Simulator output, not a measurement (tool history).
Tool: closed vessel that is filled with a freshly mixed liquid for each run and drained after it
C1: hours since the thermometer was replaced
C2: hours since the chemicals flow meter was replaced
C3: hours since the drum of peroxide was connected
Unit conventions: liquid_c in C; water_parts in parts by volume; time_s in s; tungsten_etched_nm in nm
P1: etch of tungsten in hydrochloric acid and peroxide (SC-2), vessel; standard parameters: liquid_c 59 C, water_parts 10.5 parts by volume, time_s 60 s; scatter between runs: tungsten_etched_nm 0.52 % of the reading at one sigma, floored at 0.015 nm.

Run 1, hour 8.9: liquid_c 59 C, water_parts 10.5 parts by volume, time_s 60 s; C1 368.7; C2 679.9; C3 606.7. Result: tungsten_etched_nm 32.773 nm.
Run 2, hour 22.5: liquid_c 59 C, water_parts 10.5 parts by volume, time_s 60 s; C1 382.3; C2 693.5; C3 620.3. Result: tungsten_etched_nm 32.843 nm.
Run 3, hour 36.3: liquid_c 72 C, water_parts 10.5 parts by volume, time_s 85 s; C1 396.1; C2 707.3; C3 634.1. Result: tungsten_etched_nm 102.22 nm.
Run 4, hour 44.8: liquid_c 59 C, water_parts 10.5 parts by volume, time_s 60 s; C1 404.6; C2 715.8; C3 642.6. Result: tungsten_etched_nm 32.755 nm.
Run 5, hour 56.1: liquid_c 59 C, water_parts 10.5 parts by volume, time_s 105 s; C1 415.9; C2 727.1; C3 653.9. Result: tungsten_etched_nm 57.161 nm.
Run 6, hour 68.9: liquid_c 43 C, water_parts 10.5 parts by volume, time_s 60 s; C1 428.7; C2 739.9; C3 666.7. Result: tungsten_etched_nm 11.344 nm.
Run 7, hour 76.2: liquid_c 71.5 C, water_parts 10.5 parts by volume, time_s 60 s; C1 436; C2 747.2; C3 674. Result: tungsten_etched_nm 70.024 nm.
Run 8, hour 90.4: liquid_c 59 C, water_parts 10.5 parts by volume, time_s 60 s; C1 450.2; C2 761.4; C3 688.2. Result: tungsten_etched_nm 32.626 nm.
Run 9, hour 105.7: liquid_c 59 C, water_parts 10.5 parts by volume, time_s 60 s; C1 465.5; C2 776.7; C3 703.5. Result: tungsten_etched_nm 32.694 nm.
Run 10, hour 119.6: liquid_c 59 C, water_parts 10.5 parts by volume, time_s 30 s; C1 479.4; C2 790.6; C3 717.4. Result: tungsten_etched_nm 16.35 nm.
Run 11, hour 131.2: liquid_c 59 C, water_parts 4 parts by volume, time_s 60 s; C1 491; C2 802.2; C3 729. Result: tungsten_etched_nm 68.45 nm.
Run 12, hour 142.7: liquid_c 59 C, water_parts 19 parts by volume, time_s 60 s; C1 502.5; C2 813.7; C3 740.5. Result: tungsten_etched_nm 19.539 nm.
Run 13, hour 155.9: liquid_c 59 C, water_parts 10.5 parts by volume, time_s 60 s; C1 515.7; C2 826.9; C3 753.7. Result: tungsten_etched_nm 32.868 nm.
Run 14, hour 163.2: liquid_c 59 C, water_parts 10.5 parts by volume, time_s 60 s; C1 523; C2 834.2; C3 761. Result: tungsten_etched_nm 33.729 nm.
Run 15, hour 172.5: liquid_c 59 C, water_parts 10.5 parts by volume, time_s 60 s; C1 532.3; C2 843.5; C3 770.3. Result: tungsten_etched_nm 34.748 nm.
Run 16, hour 180.7: liquid_c 59 C, water_parts 10.5 parts by volume, time_s 60 s; C1 540.5; C2 851.7; C3 778.5. Result: tungsten_etched_nm 34.915 nm.
Run 17, hour 194: liquid_c 59 C, water_parts 10.5 parts by volume, time_s 60 s; C1 553.8; C2 865; C3 791.8. Result: tungsten_etched_nm 35.921 nm.
Run 18, hour 201.3: liquid_c 59 C, water_parts 10.5 parts by volume, time_s 60 s; C1 561.1; C2 872.3; C3 799.1. Result: tungsten_etched_nm 35.315 nm.
Run 19, hour 214.5: liquid_c 59 C, water_parts 10.5 parts by volume, time_s 60 s; C1 574.3; C2 885.5; C3 812.3. Result: tungsten_etched_nm 35.672 nm.

Expected results for the next run?
Run 20, hour 228.5: liquid_c 59 C, water_parts 10.5 parts by volume, time_s 60 s; C1 588.3; C2 899.5; C3 826.3. Result: tungsten_etched_nm ?.

Run 20 came out at tungsten_etched_nm 35.782 nm.
